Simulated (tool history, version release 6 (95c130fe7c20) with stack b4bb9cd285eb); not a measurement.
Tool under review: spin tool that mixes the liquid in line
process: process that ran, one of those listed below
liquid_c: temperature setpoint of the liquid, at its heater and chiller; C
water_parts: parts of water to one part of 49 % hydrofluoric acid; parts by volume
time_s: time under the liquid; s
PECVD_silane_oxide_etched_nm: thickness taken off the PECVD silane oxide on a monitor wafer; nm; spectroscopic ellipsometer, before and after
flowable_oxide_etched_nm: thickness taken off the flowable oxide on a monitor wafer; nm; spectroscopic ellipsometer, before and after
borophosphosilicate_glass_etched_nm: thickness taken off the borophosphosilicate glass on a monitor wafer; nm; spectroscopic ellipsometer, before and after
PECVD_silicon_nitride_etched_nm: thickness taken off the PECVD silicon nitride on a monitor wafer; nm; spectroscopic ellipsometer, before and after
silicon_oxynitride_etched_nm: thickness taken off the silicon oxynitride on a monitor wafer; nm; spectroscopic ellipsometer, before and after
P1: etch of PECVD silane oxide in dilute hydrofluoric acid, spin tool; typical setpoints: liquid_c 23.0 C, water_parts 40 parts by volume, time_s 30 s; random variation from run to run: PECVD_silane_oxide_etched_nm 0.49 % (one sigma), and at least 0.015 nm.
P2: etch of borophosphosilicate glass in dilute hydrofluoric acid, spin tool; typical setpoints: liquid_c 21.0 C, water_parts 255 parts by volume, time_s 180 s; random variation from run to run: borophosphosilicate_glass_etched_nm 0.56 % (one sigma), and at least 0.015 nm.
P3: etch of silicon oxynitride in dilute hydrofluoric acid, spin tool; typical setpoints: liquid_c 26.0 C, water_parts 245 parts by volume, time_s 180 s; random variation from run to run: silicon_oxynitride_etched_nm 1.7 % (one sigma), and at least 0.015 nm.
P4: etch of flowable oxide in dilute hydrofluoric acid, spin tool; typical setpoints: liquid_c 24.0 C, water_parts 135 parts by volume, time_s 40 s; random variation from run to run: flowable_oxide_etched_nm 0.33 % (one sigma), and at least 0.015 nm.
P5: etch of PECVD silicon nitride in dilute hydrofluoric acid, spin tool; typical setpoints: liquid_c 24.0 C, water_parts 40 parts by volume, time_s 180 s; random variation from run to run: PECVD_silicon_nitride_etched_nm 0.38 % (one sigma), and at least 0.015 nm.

run,hour,process,liquid_c,water_parts,time_s,PECVD_silane_oxide_etched_nm,flowable_oxide_etched_nm,borophosphosilicate_glass_etched_nm,PECVD_silicon_nitride_etched_nm,silicon_oxynitride_etched_nm
1,15.4,P1,23.0,40,30,11.5860,,,,
2,23.4,P4,17.0,135,40,,7.9203,,,
3,30.7,P2,21.0,100,180,,,94.118,,
4,44.1,P5,17.0,40,180,,,,4.6155,
5,54.4,P2,21.0,255,180,,,31.171,,
6,61.8,P1,30.5,40,30,15.7760,,,,
7,71.7,P3,26.0,145,180,,,,,2.93160
8,87.2,P1,23.0,40,30,11.6270,,,,
9,103.4,P1,23.0,40,15,5.7608,,,,
10,115.1,P4,24.0,135,40,,10.5010,,,
11,130.8,P1,23.0,55,15,4.1770,,,,
12,143.7,P1,17.0,40,30,9.0265,,,,
13,157.8,P2,21.0,255,180,,,31.289,,
14,165.6,P3,34.0,245,180,,,,,2.24510
15,178.7,P4,24.0,135,40,,10.5740,,,
16,194.9,P2,21.0,255,345,,,60.130,,
17,202.9,P1,23.0,60,30,7.5746,,,,
18,211.2,P5,24.0,20,180,,,,14.6200,
19,221.6,P1,29.0,25,30,24.2130,,,,
20,229.1,P1,23.0,40,60,23.2510,,,,
21,245.2,P4,24.0,25,40,,65.1740,,,
22,256.5,P3,26.0,245,180,,,,,1.59550
23,268.5,P2,17.0,255,180,,,27.220,,
24,281.4,P3,26.0,245,40,,,,,0.35551
25,290.4,P5,24.0,40,180,,,,7.5458,
26,303.1,P5,24.0,40,270,,,,11.2170,
27,312.3,P1,23.0,40,30,11.7310,,,,
28,322.8,P4,24.0,135,15,,3.9268,,,
29,338.0,P1,23.0,20,30,24.0220,,,,
30,352.0,P1,23.0,40,30,11.5910,,,,

The next listed run, before its measurement:
31,362.4,P1,23.0,40,30,?,,,,

{"run 31": {"PECVD_silane_oxide_etched_nm": 11.662}}
